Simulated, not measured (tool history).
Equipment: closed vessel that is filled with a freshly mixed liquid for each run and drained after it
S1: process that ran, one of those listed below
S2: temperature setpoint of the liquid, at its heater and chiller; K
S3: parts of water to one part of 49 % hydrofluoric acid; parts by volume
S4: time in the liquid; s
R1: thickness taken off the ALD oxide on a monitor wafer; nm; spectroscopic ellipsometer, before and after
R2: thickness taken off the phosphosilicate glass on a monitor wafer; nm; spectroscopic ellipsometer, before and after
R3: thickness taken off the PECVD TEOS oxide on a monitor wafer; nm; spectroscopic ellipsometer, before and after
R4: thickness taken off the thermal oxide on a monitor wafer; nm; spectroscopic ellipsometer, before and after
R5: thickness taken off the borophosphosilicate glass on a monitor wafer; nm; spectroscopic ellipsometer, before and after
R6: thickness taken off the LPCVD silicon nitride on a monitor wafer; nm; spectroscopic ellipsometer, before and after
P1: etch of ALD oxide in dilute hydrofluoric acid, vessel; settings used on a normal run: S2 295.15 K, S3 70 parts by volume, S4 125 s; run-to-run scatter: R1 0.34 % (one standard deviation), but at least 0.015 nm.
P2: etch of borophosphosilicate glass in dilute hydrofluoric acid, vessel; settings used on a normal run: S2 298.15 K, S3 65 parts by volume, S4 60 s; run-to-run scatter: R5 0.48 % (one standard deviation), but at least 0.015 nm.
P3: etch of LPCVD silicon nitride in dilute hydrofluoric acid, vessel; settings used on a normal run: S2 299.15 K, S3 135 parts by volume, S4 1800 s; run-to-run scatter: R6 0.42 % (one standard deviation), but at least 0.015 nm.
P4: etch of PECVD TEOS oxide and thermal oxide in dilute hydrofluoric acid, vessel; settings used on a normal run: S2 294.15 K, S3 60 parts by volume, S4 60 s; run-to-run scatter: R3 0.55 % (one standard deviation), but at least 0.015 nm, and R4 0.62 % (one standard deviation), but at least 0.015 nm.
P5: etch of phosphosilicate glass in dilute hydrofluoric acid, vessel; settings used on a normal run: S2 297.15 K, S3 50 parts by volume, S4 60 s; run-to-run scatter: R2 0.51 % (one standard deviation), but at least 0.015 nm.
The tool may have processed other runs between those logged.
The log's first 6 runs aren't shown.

run   hour  S1      S2   S3    S4       R1      R2       R3       R4       R5       R6
  7   74.5  P4  290.15   60    60                    7.8392   3.6048
  8   85.0  P1  291.65   70    60  12.6240
  9   95.5  P1  295.15  120   125  16.7720
 10  108.3  P2  298.15   25    60                                     139.510
 11  119.4  P4  294.15   60    60                    9.2055   4.2649
 12  128.3  P2  298.15   65    95                                      79.512
 13  140.2  P1  295.15   70   125  30.6660
 14  148.4  P3  299.15  135  2625                                              10.5310
 15  161.1  P5  297.15   25    60           232.33
 16  176.5  P1  295.15   35   125  64.0110
 17  190.8  P2  298.15   65    60                                      50.822
 18  204.8  P2  291.65   65    60                                      38.440
 19  213.2  P1  291.65   70   125  26.3850
 20  225.8  P1  295.15   70   125  30.5040
 21  233.3  P1  295.15   70   125  30.5870
 22  243.9  P4  294.15   20    60                   29.1420  13.1930
 23  251.6  P3  299.15  230  1800                                               4.2272
 24  262.2  P3  299.15  135  1800                                               7.2680
 25  269.6  P5  297.15   50    60           113.24
 26  278.1  P1  295.15   70    30   7.2853
 27  293.7  P1  299.65   70   125  36.9190
 28  301.2  P1  295.15   70   125  30.6650
 29  313.5  P5  297.15   50    90           169.01

Predict the results of run 30:
 30  322.6  P3  304.65  135  1800                       ?

Run 30 yielded R6 10.2830 nm.
